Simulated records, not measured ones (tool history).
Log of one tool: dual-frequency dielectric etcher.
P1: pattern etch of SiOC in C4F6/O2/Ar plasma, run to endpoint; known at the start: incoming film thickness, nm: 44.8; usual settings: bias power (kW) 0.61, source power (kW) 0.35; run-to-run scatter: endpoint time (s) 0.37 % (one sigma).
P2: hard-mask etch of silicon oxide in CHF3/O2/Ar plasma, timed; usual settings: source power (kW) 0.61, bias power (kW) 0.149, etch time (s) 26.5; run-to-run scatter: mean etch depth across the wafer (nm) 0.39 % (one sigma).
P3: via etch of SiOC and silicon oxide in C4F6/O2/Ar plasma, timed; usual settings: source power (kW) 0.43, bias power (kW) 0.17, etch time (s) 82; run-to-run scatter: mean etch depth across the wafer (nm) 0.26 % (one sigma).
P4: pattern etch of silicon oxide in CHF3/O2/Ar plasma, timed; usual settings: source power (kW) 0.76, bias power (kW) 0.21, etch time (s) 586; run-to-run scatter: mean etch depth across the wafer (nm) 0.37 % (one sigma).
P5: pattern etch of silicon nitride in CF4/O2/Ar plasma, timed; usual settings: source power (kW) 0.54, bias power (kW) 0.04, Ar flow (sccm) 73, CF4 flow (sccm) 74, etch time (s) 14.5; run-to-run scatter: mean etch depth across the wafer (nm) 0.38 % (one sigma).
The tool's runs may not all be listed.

| run | day | process that ran | bias power (kW) | source power (kW) | etch time (s) | Ar flow (sccm) | CF4 flow (sccm) | hours since the last wet clean | hours since the last bias power generator calibration | hours since the last source power generator calibration | endpoint time (s) | mean etch depth across the wafer (nm) |
|---|---|---|---|---|---|---|---|---|---|---|---|---|
| 1 | 0.346 | P1 | 0.61 | 0.35 |  |  |  | 389 | 1636.5 | 444.5 | 14.682 |  |
| 2 | 0.746 | P3 | 0.17 | 0.43 | 54.5 |  |  | 398.6 | 1646.1 | 454.1 |  | 61.353 |
| 3 | 1.242 | P1 | 0.861 | 0.35 |  |  |  | 410.5 | 1658 | 466 | 12.835 |  |
| 4 | 1.567 | P5 | 0.04 | 0.32 | 14.5 | 73 | 74 | 418.3 | 1665.8 | 473.8 |  | 17.265 |
| 5 | 2.054 | P1 | 0.462 | 0.35 |  |  |  | 430 | 1677.5 | 485.5 | 16.166 |  |
| 6 | 2.542 | P2 | 0.149 | 0.61 | 26.5 |  |  | 441.7 | 1689.2 | 497.2 |  | 49.564 |
| 7 | 2.783 | P5 | 0.04 | 0.54 | 14.5 | 73 | 99 | 447.5 | 1695 | 503 |  | 28.357 |
| 8 | 3.117 | P1 | 0.61 | 0.35 |  |  |  | 455.5 | 1703 | 511 | 14.681 |  |
| 9 | 3.433 | P1 | 0.61 | 0.46 |  |  |  | 463.1 | 1710.6 | 518.6 | 13.376 |  |
| 10 | 3.867 | P5 | 0.049 | 0.54 | 14.5 | 73 | 74 | 473.5 | 1721 | 529 |  | 29.59 |
| 11 | 4.296 | P2 | 0.187 | 0.61 | 26.5 |  |  | 483.8 | 1731.3 | 539.3 |  | 53.629 |
| 12 | 4.6 | P1 | 0.61 | 0.35 |  |  |  | 491.1 | 1738.6 | 546.6 | 14.801 |  |
| 13 | 4.883 | P4 | 0.21 | 0.76 | 586 |  |  | 497.9 | 1745.4 | 553.4 |  | 1373.5 |
| 14 | 5.146 | P1 | 0.61 | 0.35 |  |  |  | 504.2 | 1751.7 | 559.7 | 14.67 |  |
| 15 | 5.442 | P5 | 0.04 | 0.54 | 14.5 | 73 | 74 | 511.3 | 1758.8 | 566.8 |  | 27.162 |
| 16 | 5.692 | P4 | 0.131 | 0.76 | 586 |  |  | 517.3 | 1764.8 | 572.8 |  | 1175.6 |
| 17 | 6.075 | P4 | 0.21 | 0.76 | 426.5 |  |  | 526.5 | 1774 | 582 |  | 1005.6 |
| 18 | 6.504 | P5 | 0.04 | 0.54 | 14.5 | 92 | 74 | 536.8 | 1784.3 | 592.3 |  | 26.489 |
| 19 | 6.925 | P1 | 0.61 | 0.35 |  |  |  | 546.9 | 1794.4 | 602.4 | 14.671 |  |
| 20 | 7.304 | P3 | 0.17 | 0.53 | 82 |  |  | 556 | 1803.5 | 611.5 |  | 100.59 |
| 21 | 7.704 | P4 | 0.21 | 0.76 | 586 |  |  | 565.6 | 1813.1 | 621.1 |  | 1373.7 |
| 22 | 7.988 | P1 | 0.61 | 0.35 |  |  |  | 572.4 | 1819.9 | 627.9 | 14.635 |  |
| 23 | 8.229 | P1 | 0.797 | 0.46 |  |  |  | 578.2 | 1825.7 | 633.7 | 11.93 |  |
| 24 | 8.733 | P2 | 0.149 | 0.61 | 38.5 |  |  | 590.3 | 1837.8 | 645.8 |  | 72.339 |
| 25 | 9.221 | P4 | 0.21 | 0.56 | 586 |  |  | 602 | 1849.5 | 657.5 |  | 1228.9 |
| 26 | 9.612 | P5 | 0.04 | 0.54 | 9.5 | 73 | 74 | 611.4 | 1858.9 | 666.9 |  | 17.847 |
| 27 | 9.979 | P2 | 0.149 | 0.61 | 26.5 |  |  | 620.2 | 1867.7 | 675.7 |  | 49.884 |
| 28 | 10.362 | P1 | 0.732 | 0.47 |  |  |  | 629.4 | 1876.9 | 684.9 | 12.303 |  |
| 29 | 10.729 | P2 | 0.149 | 0.8 | 26.5 |  |  | 638.2 | 1885.7 | 693.7 |  | 54.924 |
| 30 | 11.046 | P1 | 0.61 | 0.35 |  |  |  | 645.8 | 1893.3 | 701.3 | 14.633 |  |
| 31 | 11.517 | P3 | 0.17 | 0.43 | 82 |  |  | 657.1 | 1904.6 | 712.6 |  | 92.26 |
| 32 | 11.817 | P3 | 0.204 | 0.43 | 82 |  |  | 664.3 | 1911.8 | 719.8 |  | 98.17 |
| 33 | 12.288 | P1 | 0.61 | 0.25 |  |  |  | 675.6 | 1923.1 | 731.1 | 16.662 |  |
| 34 | 12.633 | P1 | 0.61 | 0.35 |  |  |  | 683.9 | 1931.4 | 739.4 | 14.762 |  |
| 35 | 12.858 | P1 | 0.61 | 0.35 |  |  |  | 689.3 | 1936.8 | 744.8 | 14.695 |  |
| 36 | 13.321 | P1 | 0.61 | 0.35 |  |  |  | 700.4 | 1947.9 | 755.9 | 14.809 |  |
| 37 | 13.788 | P1 | 0.61 | 0.35 |  |  |  | 711.6 | 1959.1 | 767.1 | 14.859 |  |
|  | 13.996 | wet clean of the chamber |
| 38 | 14.262 | P1 | 0.61 | 0.35 |  |  |  | 6.4 | 1970.5 | 778.5 | 14.897 |  |
| 39 | 14.592 | P1 | 0.61 | 0.35 |  |  |  | 14.3 | 1978.4 | 786.4 | 14.982 |  |
| 40 | 15 | P1 | 0.61 | 0.35 |  |  |  | 24.1 | 1988.2 | 796.2 | 14.973 |  |
| 41 | 15.279 | P1 | 0.61 | 0.35 |  |  |  | 30.8 | 1994.9 | 802.9 | 14.949 |  |
| 42 | 15.679 | P1 | 0.61 | 0.35 |  |  |  | 40.4 | 2004.5 | 812.5 | 14.98 |  |
| 43 | 16.129 | P1 | 0.61 | 0.35 |  |  |  | 51.2 | 2015.3 | 823.3 | 14.866 |  |

What P1 gives has crept away from where it was. These 2 causes fit the log equally well, each at the size given:
A: bias power that arrives under what is set, % = 4.7
B: source power that arrives under what is set, % = 4.95
The creep began at about day 12.633.
Why every other cause is out:
chamber walls in a state that lowers the etch rate, %: serviced at day 13.996, which brought nothing back

4 check runs are offered, one wafer each, their results left as question marks. Which one tells the causes apart?
| check 1 | 16.579 | P3 | 0.17 | 0.43 | 82 |  |  |  |  |  |  | ? |
| check 2 | 16.579 | P5 | 0.04 | 0.54 | 14.5 | 73 | 74 |  |  |  |  | ? |
| check 3 | 16.579 | P2 | 0.149 | 0.61 | 26.5 |  |  |  |  |  |  | ? |
| check 4 | 16.579 | P4 | 0.21 | 0.76 | 586 |  |  |  |  |  |  | ? |

What each check would give under each cause:
| check | result | if A | if B |
|---|---|---|---|
| check 1 | mean etch depth across the wafer (nm) | 90.856 | 90.439 |
| check 2 | mean etch depth across the wafer (nm) | 26.872 | 26.139 |
| check 3 | mean etch depth across the wafer (nm) | 48.928 | 48.723 |
| check 4 | mean etch depth across the wafer (nm) | 1352.3 | 1348.2 |
How far apart the two closest causes lie, in the result that separates them most: check 1 0.46 %; check 2 2.77 %; check 3 0.42 %; check 4 0.3 %
Check 2 tells the causes apart: in the others they would give nearly the same result.

Then check 2 was run and gave: mean etch depth across the wafer (nm) 26.972. Which cause is it?

It is A: bias power that arrives under what is set, %.
